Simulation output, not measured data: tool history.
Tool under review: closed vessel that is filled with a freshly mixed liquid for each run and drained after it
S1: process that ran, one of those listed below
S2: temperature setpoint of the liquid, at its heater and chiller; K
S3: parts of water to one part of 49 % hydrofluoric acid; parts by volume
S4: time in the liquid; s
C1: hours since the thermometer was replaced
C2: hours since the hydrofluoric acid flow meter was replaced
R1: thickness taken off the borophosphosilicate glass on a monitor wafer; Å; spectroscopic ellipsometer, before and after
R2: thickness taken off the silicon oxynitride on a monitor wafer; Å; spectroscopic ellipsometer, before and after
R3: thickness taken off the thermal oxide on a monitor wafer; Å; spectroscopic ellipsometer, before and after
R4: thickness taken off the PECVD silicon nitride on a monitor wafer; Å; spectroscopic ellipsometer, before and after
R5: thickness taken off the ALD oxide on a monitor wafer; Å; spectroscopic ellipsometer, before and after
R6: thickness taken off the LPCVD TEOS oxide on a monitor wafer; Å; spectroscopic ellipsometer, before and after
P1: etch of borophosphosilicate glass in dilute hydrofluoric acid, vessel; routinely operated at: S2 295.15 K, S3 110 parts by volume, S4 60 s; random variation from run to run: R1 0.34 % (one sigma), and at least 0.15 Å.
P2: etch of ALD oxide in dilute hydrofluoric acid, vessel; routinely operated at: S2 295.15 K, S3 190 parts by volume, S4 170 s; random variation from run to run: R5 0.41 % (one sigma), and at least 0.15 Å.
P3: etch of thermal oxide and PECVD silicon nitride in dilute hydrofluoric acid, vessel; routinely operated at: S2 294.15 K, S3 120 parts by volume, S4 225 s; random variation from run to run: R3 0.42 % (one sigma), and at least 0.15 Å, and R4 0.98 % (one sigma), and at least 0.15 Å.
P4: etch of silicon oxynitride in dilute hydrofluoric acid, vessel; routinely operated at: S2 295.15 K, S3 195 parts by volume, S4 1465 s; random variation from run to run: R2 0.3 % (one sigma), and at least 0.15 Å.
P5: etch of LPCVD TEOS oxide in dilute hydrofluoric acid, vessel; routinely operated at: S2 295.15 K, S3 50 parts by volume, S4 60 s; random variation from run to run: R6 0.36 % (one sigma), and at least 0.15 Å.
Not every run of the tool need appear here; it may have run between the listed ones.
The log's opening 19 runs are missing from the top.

run 20 day=10.367 | S1=P3 S2=301.15 S3=120 S4=225 | C1=575.7 C2=33.7 | R3=100.100 R4=41.381
run 21 day=10.692 | S1=P4 S2=301.65 S3=195 S4=1465 | C1=583.5 C2=41.5 | R2=222.470
run 22 day=11.029 | S1=P2 S2=295.15 S3=50 S4=170 | C1=591.6 C2=49.6 | R5=503.45
run 23 day=11.429 | S1=P2 S2=303.65 S3=190 S4=170 | C1=601.2 C2=59.2 | R5=152.99
run 24 day=11.888 | S1=P1 S2=290.15 S3=110 S4=60 | C1=612.2 C2=70.2 | R1=191.85
run 25 day=12.233 | S1=P1 S2=295.15 S3=110 S4=105 | C1=620.5 C2=78.5 | R1=413.32
run 26 day=12.829 | S1=P3 S2=294.15 S3=75 S4=225 | C1=634.8 C2=92.8 | R3=128.280 R4=42.191
run 27 day=13.283 | S1=P5 S2=295.15 S3=50 S4=30 | C1=645.7 C2=103.7 | R6=327.18
run 28 day=13.829 | S1=P3 S2=294.15 S3=120 S4=440 | C1=658.8 C2=116.8 | R3=150.070 R4=51.630
run 29 day=14.167 | S1=P1 S2=295.15 S3=175 S4=60 | C1=666.9 C2=124.9 | R1=138.96
run 30 day=14.838 | S1=P1 S2=295.15 S3=110 S4=60 | C1=683.0 C2=141.0 | R1=237.08
run 31 day=15.404 | S1=P2 S2=295.15 S3=190 S4=170 | C1=696.6 C2=154.6 | R5=112.53
run 32 day=15.708 | S1=P1 S2=295.15 S3=110 S4=60 | C1=703.9 C2=161.9 | R1=235.75
run 33 day=16.233 | S1=P1 S2=295.15 S3=110 S4=60 | C1=716.5 C2=174.5 | R1=231.39
run 34 day=16.917 | S1=P1 S2=295.15 S3=110 S4=60 | C1=732.9 C2=190.9 | R1=226.08
run 35 day=17.438 | S1=P1 S2=295.15 S3=110 S4=60 | C1=745.4 C2=203.4 | R1=223.48
run 36 day=17.862 | S1=P1 S2=295.15 S3=110 S4=60 | C1=755.6 C2=213.6 | R1=224.33

Predict the results of run 37:
run 37 day=18.179 | S1=P1 S2=295.15 S3=110 S4=60 | C1=763.2 C2=221.2 | R1=?

Run 37 yielded R1 222.25 Å.
